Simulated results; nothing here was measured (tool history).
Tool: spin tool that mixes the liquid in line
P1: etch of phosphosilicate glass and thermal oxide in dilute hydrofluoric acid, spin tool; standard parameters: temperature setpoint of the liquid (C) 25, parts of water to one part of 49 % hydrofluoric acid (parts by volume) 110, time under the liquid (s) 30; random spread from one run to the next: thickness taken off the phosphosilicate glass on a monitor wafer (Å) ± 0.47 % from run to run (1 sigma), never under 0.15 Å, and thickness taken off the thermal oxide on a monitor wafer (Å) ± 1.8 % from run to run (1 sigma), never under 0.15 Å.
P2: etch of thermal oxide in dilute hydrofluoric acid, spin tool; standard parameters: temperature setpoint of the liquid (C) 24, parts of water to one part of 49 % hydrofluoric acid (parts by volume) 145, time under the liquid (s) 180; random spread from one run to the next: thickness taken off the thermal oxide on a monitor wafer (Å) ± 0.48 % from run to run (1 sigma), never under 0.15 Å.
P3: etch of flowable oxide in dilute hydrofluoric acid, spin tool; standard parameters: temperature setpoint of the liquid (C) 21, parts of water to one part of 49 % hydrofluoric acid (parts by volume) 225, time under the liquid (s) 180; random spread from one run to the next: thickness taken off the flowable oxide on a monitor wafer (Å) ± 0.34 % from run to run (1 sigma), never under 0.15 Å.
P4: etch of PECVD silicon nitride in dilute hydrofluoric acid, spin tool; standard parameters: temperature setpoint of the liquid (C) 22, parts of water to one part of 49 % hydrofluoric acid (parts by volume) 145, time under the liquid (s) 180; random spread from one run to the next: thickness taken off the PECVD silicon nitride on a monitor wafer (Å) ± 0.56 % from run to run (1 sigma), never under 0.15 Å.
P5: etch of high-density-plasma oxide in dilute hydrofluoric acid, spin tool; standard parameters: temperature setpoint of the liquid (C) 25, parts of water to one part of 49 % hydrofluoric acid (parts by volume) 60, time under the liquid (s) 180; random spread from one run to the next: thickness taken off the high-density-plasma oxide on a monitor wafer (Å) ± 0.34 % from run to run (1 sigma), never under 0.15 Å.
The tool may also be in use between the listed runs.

run   hour  process that ran  temperature setpoint of the liquid (C)  parts of water to one part of 49 % hydrofluoric acid (parts by volume)  time under the liquid (s)  hours since the thermometer was replaced  hours since the hydrofluoric acid flow meter was replaced  thickness taken off the phosphosilicate glass on a monitor wafer (Å)  thickness taken off the thermal oxide on a monitor wafer (Å)  thickness taken off the high-density-plasma oxide on a monitor wafer (Å)  thickness taken off the PECVD silicon nitride on a monitor wafer (Å)  thickness taken off the flowable oxide on a monitor wafer (Å)
  1   13.1                P1                                      25                                                                     110                         30                                     326.7                                                      562.5                                                                170.08                                                        13.665
  2   24.6                P2                                    19.5                                                                     145                        180                                     338.2                                                        574                                                                                                                              45.625
  3   32.3                P1                                      25                                                                     110                         30                                     345.9                                                      581.7                                                                168.22                                                        13.702
  4   43.2                P1                                      25                                                                     110                         50                                     356.8                                                      592.6                                                                283.95                                                        22.622
  5   51.1                P5                                    19.5                                                                      60                        180                                     364.7                                                      600.5                                                                                                                                                                                                        155.52
  6   59.4                P1                                      17                                                                     110                         30                                       373                                                      608.8                                                                124.41                                                        10.054
  7   70.2                P5                                      25                                                                      60                        180                                     383.8                                                      619.6                                                                                                                                                                                                        195.77
  8   77.4                P1                                      25                                                                     150                         30                                       391                                                      626.8                                                                119.21                                                        9.5376
  9   86.6                P4                                      22                                                                     145                        180                                     400.2                                                        636                                                                                                                                                                                                                                                                              48.217
 10   93.4                P2                                      24                                                                     145                        280                                       407                                                      642.8                                                                                                                              84.465
 11    104                P1                                      25                                                                     110                         30                                     417.6                                                      653.4                                                                170.36                                                        14.179
 12  116.6                P1                                      25                                                                     110                         30                                     430.2                                                        666                                                                169.38                                                        13.492
 13  123.2                P5                                      25                                                                      60                        335                                     436.8                                                      672.6                                                                                                                                                                                                        362.52
 14  132.3                P2                                      24                                                                      75                        180                                     445.9                                                      681.7                                                                                                                              115.48
 15  145.3                P1                                      25                                                                      75                         50                                     458.9                                                      694.7                                                                434.13                                                        35.209
 16    155                P3                                      17                                                                     225                        180                                     468.6                                                      704.4                                                                                                                                                                                                                                                                                                                                             145.02
 17  162.4                P5                                      25                                                                      60                        180                                       476                                                      711.8                                                                                                                                                                                                        194.95
 18  168.9                P2                                      24                                                                     145                        180                                     482.5                                                      718.3                                                                                                                               54.68
 19  180.1                P3                                      21                                                                     225                        360                                     493.7                                                      729.5                                                                                                                                                                                                                                                                                                                                             336.73
 20    193                P1                                      25                                                                     110                         30                                     506.6                                                      742.4                                                                 169.6                                                        13.383
 21  202.6                P4                                    18.5                                                                     145                        180                                     516.2                                                        752                                                                                                                                                                                                                                                                              37.802
 22  213.2                P3                                      21                                                                     225                        180                                     526.8                                                      762.6                                                                                                                                                                                                                                                                                                                                             169.43
     223.4  -- hydrofluoric acid flow meter replaced
 23  226.7                P1                                      25                                                                     110                         30                                     540.3                                                        3.4                                                                168.85                                                        13.567
 24  235.8                P1                                      25                                                                     110                         30                                     549.4                                                       12.5                                                                168.89                                                        14.183
 25  242.8                P1                                      25                                                                     110                         15                                     556.4                                                       19.5                                                                85.817                                                        7.3422
 26  257.9                P3                                      21                                                                     360                        180                                     571.5                                                       34.6                                                                                                                                                                                                                                                                                                                                             93.249
 27  268.2                P4                                      22                                                                     145                        180                                     581.8                                                       44.9                                                                                                                                                                                                                                                                              47.693
 28  276.7                P1                                    29.5                                                                     110                         30                                     590.3                                                       53.4                                                                202.82                                                        16.479
 29  286.6                P5                                      25                                                                      85                        180                                     600.2                                                       63.3                                                                                                                                                                                                        133.62
 30  297.2                P4                                      22                                                                      45                        180                                     610.8                                                       73.9                                                                                                                                                                                                                                                                              149.49
 31  306.7                P4                                      22                                                                     145                         90                                     620.3                                                       83.4                                                                                                                                                                                                                                                                              23.724
 32  320.4                P1                                      25                                                                      65                         30                                       634                                                       97.1                                                                306.15                                                        24.847
 33  332.6                P1                                      25                                                                     110                         30                                     646.2                                                      109.3                                                                170.34                                                         13.75
 34  343.6                P1                                      25                                                                     110                         30                                     657.2                                                      120.3                                                                174.03                                                        14.273
 35  351.4                P1                                      25                                                                     110                         30                                       665                                                      128.1                                                                177.38                                                         14.27
 36  360.4                P1                                      25                                                                     110                         30                                       674                                                      137.1                                                                177.96                                                        14.383
 37    375                P1                                      25                                                                     110                         30                                     688.6                                                      151.7                                                                180.92                                                        14.542
 38    387                P1                                      25                                                                     110                         30                                     700.6                                                      163.7                                                                181.86                                                        14.901
 39  399.6                P1                                      25                                                                     110                         30                                     713.2                                                      176.3                                                                183.53                                                        14.638
 40    408                P1                                      25                                                                     110                         30                                     721.6                                                      184.7                                                                182.31                                                        14.989
 41  421.7                P1                                      25                                                                     110                         30                                     735.3                                                      198.4                                                                183.45                                                        14.909
 42  433.8                P1                                      25                                                                     110                         30                                     747.4                                                      210.5                                                                183.86                                                        14.845

The log shows P1 creeping away from where it was. Any of the 2 causes listed here, at the size stated for it, fits the log just as well as the others:
A: liquid hotter than its thermometer reads (K) = 1.91
B: hydrofluoric acid flow above the setpoint (%) = 6.73
Creep in the process output first set in at about hour 332.6.

Question marks stand in for the results of the 4 check runs listed below, each run on one wafer. Under which run would the listed causes show clearly different results?
check 1  445.9                P2                                      24                                                                     145                        180                                                                                                                                                                                                                                        ?
check 2  445.9                P5                                      25                                                                      60                        180                                                                                                                                                                                                                                                                                                                  ?
check 3  445.9                P4                                      22                                                                     145                        180                                                                                                                                                                                                                                                                                                                                                                                        ?
check 4  445.9                P3                                      21                                                                     225                        180                                                                                                                                                                                                                                                                                                                                                                                                                                                       ?

Expected result of each check under each candidate cause:
  check                                                                    result    if A    if B
check 1              thickness taken off the thermal oxide on a monitor wafer (Å)  58.646  58.829
check 2  thickness taken off the high-density-plasma oxide on a monitor wafer (Å)  211.06  209.67
check 3      thickness taken off the PECVD silicon nitride on a monitor wafer (Å)  53.977  50.799
check 4             thickness taken off the flowable oxide on a monitor wafer (Å)  181.19  182.65
Minimum pairwise separation of causes per check, each pair taken at its best-separating result: check 1 0.31 %; check 2 0.66 %; check 3 6.07 %; check 4 0.8 %
Check 3 tells the causes apart: in the others they would give nearly the same result.

Running check 3 produced the following: thickness taken off the PECVD silicon nitride on a monitor wafer (Å) 53.808. Which one of the listed causes fits?

It was cause A: liquid hotter than its thermometer reads (K).
